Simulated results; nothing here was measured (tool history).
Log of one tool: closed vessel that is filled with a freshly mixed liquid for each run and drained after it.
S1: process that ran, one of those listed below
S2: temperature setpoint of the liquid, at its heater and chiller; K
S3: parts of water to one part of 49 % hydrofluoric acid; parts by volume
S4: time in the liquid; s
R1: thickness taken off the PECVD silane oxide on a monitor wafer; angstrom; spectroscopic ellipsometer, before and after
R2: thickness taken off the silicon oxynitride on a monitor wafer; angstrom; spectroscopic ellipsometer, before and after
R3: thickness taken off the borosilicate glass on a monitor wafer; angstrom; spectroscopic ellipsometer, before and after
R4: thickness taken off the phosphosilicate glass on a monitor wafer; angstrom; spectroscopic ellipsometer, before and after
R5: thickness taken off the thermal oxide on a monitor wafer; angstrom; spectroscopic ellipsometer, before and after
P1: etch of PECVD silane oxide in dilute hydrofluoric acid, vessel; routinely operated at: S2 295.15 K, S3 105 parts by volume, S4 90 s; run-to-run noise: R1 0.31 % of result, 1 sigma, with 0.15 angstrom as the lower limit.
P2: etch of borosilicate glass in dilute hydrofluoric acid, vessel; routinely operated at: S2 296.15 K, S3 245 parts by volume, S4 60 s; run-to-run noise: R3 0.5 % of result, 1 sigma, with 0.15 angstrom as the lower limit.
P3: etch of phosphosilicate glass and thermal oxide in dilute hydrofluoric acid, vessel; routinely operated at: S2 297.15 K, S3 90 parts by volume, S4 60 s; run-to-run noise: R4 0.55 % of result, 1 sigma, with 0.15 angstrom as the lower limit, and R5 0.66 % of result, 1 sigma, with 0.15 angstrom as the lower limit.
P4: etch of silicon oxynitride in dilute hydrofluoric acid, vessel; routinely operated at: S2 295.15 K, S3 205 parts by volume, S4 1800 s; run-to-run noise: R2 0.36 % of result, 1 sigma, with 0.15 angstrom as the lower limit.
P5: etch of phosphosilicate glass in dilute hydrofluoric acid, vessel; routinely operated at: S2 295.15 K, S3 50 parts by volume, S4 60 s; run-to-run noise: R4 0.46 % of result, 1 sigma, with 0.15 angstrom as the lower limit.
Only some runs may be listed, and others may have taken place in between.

run,day,S1,S2,S3,S4,R1,R2,R3,R4,R5
1,0.279,P1,295.15,105,90,228,,,,
2,0.812,P1,295.15,105,90,228.81,,,,
3,1.4,P4,295.15,205,1800,,154,,,
4,1.825,P2,302.65,245,60,,,139.73,,
5,2.425,P3,305.15,90,60,,,,1782.7,41.755
6,2.921,P5,295.15,50,35,,,,871.83,
7,3.375,P4,295.15,205,1800,,155.66,,,
8,3.908,P5,295.15,25,60,,,,3079.6,
9,4.367,P2,296.15,245,60,,,111.39,,
10,4.896,P5,295.15,50,60,,,,1497.9,
11,5.288,P5,295.15,50,60,,,,1488.5,
12,5.671,P1,295.15,105,90,228.47,,,,
13,5.983,P1,295.15,105,90,228.36,,,,
14,6.3,P1,290.15,105,90,186.66,,,,
15,6.671,P4,303.65,205,1800,,226.21,,,
16,7.225,P1,303.15,105,90,312.78,,,,
17,7.638,P1,295.15,105,35,88.309,,,,
18,8.162,P3,297.15,90,115,,,,2503.8,60.272
19,8.433,P1,295.15,175,90,127.6,,,,
20,8.771,P1,295.15,105,90,228.2,,,,
21,9.2,P3,297.15,90,60,,,,1312.9,30.674
22,9.804,P1,295.15,40,90,652.84,,,,
23,10.075,P1,299.65,140,90,197.07,,,,
24,10.554,P2,296.15,245,100,,,184.35,,
25,11.071,P1,295.15,105,135,345.03,,,,
26,11.662,P4,295.15,205,470,,40.517,,,
27,11.996,P2,296.15,435,60,,,52.652,,
28,12.283,P1,295.15,45,150,959.51,,,,
29,12.854,P4,295.15,335,1800,,87.613,,,
30,13.238,P3,297.15,35,60,,,,3655.1,86.079
31,13.746,P3,297.15,90,60,,,,1304.5,30.925
32,14.325,P5,303.15,50,60,,,,2060.4,
33,14.929,P1,295.15,105,90,230,,,,
34,15.4,P1,295.15,105,90,223.16,,,,
35,15.996,P1,295.15,105,90,218.82,,,,
36,16.358,P1,295.15,105,90,215.55,,,,
37,16.833,P1,295.15,105,90,212.87,,,,
38,17.225,P1,295.15,105,90,213.78,,,,
39,17.792,P1,295.15,105,90,213.14,,,,
40,18.296,P1,295.15,105,90,210.73,,,,
41,18.629,P1,295.15,105,90,211.55,,,,
42,18.971,P1,295.15,105,90,211.64,,,,
43,19.325,P1,295.15,105,90,212.56,,,,

What P1 gives has crept off from where it sat before. The 2 causes that follow fit the log equally well, each at the size noted:
A: hydrofluoric acid flow below the setpoint (%) = 7.03
B: liquid colder than its thermometer reads (K) = 2.03
The gradual shift began around day 14.929.

The list below offers 4 check runs, each averaging the results of 2 wafers, and shows each result as a question mark. For which of them would the listed causes give clearly different results?
check 1,19.679,P5,302.15,50,35,,,,?,
check 2,19.679,P2,296.15,425,95,,,?,,
check 3,19.679,P4,298.15,205,860,,?,,,
check 4,19.679,P3,302.65,90,110,,,,?,?

What each check would give under each cause:
check,result,if A,if B
check 1,R4,1067.7,1065.1
check 2,R3,77.818,80.395
check 3,R2,78.139,77.704
check 4,R4,2738.6,2751.6
check 4,R5,65.283,65.591
Separation of the two closest causes in each check, using whichever result separates them best: check 1 0.24 %; check 2 3.26 %; check 3 0.56 %; check 4 0.47 %
The other checks would show nearly matching results whichever cause is true, so check 2 is the only one that separates the causes.

Then check 2 was run and gave: R3 80.279 angstrom. Which cause is it?

The cause is B: liquid colder than its thermometer reads (K).

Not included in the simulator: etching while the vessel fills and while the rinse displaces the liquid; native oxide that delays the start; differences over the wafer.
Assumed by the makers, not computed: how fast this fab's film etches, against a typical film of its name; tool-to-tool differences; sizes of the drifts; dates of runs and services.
